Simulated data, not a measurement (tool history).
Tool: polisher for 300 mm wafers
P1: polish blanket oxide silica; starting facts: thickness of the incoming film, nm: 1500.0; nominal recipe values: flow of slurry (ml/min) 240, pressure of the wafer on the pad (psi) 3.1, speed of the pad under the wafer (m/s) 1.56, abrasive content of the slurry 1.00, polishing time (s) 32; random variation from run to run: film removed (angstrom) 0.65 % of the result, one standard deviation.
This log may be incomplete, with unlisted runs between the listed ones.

run	hour	flow of slurry (ml/min)	pressure of the wafer on the pad (psi)	speed of the pad under the wafer (m/s)	abrasive content of the slurry	polishing time (s)	film removed (angstrom)
1	15.6	240	3.1	1.56	1.00	32	1162.70
2	23.0	240	1.4	1.56	1.00	32	520.64
# hour 36.8: conditioning disc replaced and pad reconditioned
3	38.6	240	4.7	1.56	1.00	32	1730.20
# hour 39.7: slurry nozzle cleaned
4	50.6	240	3.1	1.56	1.00	32	1148.70
5	59.2	240	3.1	1.56	1.00	15	539.74
6	71.1	240	3.1	1.56	1.00	44	1579.70
7	85.2	240	3.1	1.56	1.25	32	1255.60
8	99.0	240	3.1	1.56	0.55	32	831.18
9	108.2	170	3.1	1.56	0.70	32	911.19
10	117.1	240	3.1	0.72	1.00	32	621.11
11	125.7	365	3.1	1.56	1.00	32	1188.30
12	135.3	240	3.1	1.56	1.00	32	1149.80
13	151.1	240	3.1	1.56	1.00	32	1164.10
14	163.0	145	3.1	1.56	1.00	32	1064.10
15	174.1	240	3.1	2.46	1.00	32	1648.60

What does the tool deliver on the next run?
16	185.6	240	3.1	1.56	1.00	32	?

Run 16 yielded film removed (angstrom) 1148.80.
